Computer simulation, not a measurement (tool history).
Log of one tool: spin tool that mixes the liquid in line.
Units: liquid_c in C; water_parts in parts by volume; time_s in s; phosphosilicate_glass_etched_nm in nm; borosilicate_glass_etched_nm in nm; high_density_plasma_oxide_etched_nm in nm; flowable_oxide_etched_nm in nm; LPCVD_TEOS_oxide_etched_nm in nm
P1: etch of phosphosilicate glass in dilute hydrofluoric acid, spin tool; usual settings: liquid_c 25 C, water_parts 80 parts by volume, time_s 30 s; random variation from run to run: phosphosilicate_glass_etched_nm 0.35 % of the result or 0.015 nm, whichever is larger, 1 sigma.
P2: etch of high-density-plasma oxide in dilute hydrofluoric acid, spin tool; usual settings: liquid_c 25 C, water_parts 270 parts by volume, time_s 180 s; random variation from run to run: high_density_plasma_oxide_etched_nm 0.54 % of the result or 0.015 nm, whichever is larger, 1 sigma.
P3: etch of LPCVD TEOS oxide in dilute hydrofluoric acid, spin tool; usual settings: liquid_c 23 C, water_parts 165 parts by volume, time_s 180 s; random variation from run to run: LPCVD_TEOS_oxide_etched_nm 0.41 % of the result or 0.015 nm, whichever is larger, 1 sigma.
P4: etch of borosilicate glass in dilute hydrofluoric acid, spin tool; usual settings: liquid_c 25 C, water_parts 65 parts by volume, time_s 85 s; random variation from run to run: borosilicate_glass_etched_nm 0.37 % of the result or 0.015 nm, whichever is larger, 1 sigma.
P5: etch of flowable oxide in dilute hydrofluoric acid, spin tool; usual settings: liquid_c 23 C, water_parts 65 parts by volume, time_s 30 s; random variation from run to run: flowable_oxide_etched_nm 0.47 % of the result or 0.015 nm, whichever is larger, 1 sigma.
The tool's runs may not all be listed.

run   hour  process  liquid_c  water_parts  time_s  hours since the thermometer was replaced  hours since the hydrofluoric acid flow meter was replaced  phosphosilicate_glass_etched_nm  borosilicate_glass_etched_nm  high_density_plasma_oxide_etched_nm  flowable_oxide_etched_nm  LPCVD_TEOS_oxide_etched_nm
  1   12.8       P1        25           80      30                                     882.8                                                      218.8                           32.404
  2   23.3       P4        25           65      85                                     893.3                                                      229.3                                                         33.035
  3   30.5       P4        25           65      85                                     900.5                                                      236.5                                                         33.103
  4   40.5       P4        25           65      25                                     910.5                                                      246.5                                                         9.7025
  5   47.4       P2        25          270     180                                     917.4                                                      253.4                                                                                              5.4436
  6   58.8       P1        25          115      30                                     928.8                                                      264.8                           21.688
  7   65.3       P5        23           65      60                                     935.3                                                      271.3                                                                                                                        33.532
  8   71.8       P2        18          270     180                                     941.8                                                      277.8                                                                                              4.1831
  9   85.4       P5        23          115      30                                     955.4                                                      291.4                                                                                                                        8.9045
 10   98.9       P3        23          275     180                                     968.9                                                      304.9                                                                                                                                                    12.743
 11  109.7       P1        25           20      30                                     979.7                                                      315.7                           142.18
 12    121       P1        25           80      30                                       991                                                        327                            32.59
 13  133.2       P3        23          165     180                                    1003.2                                                      339.2                                                                                                                                                    23.836
 14  144.7       P1        25           80      30                                    1014.7                                                      350.7                           32.623
 15    157       P1      33.5           80      30                                      1027                                                        363                           44.889
 16  163.7       P1        17           80      30                                    1033.7                                                      369.7                           23.426
 17    173       P5        28           65      30                                      1043                                                        379                                                                                                                        20.396
 18  182.9       P1        20           35      30                                    1052.9                                                      388.9                           63.841
 19  193.1       P3        17          165     180                                    1063.1                                                      399.1                                                                                                                                                    18.938
 20  200.3       P1        25           80      30                                    1070.3                                                      406.3                           32.612
 21  211.6       P1        25           80      15                                    1081.6                                                      417.6                           16.213
 22  217.6       P4        25           40      85                                    1087.6                                                      423.6                                                         55.599

Forecast run 23:
 23  227.7       P4        33           65      85                                    1097.7                                                      433.7                                                              ?

Run 23 gave borosilicate_glass_etched_nm 44.828 nm.
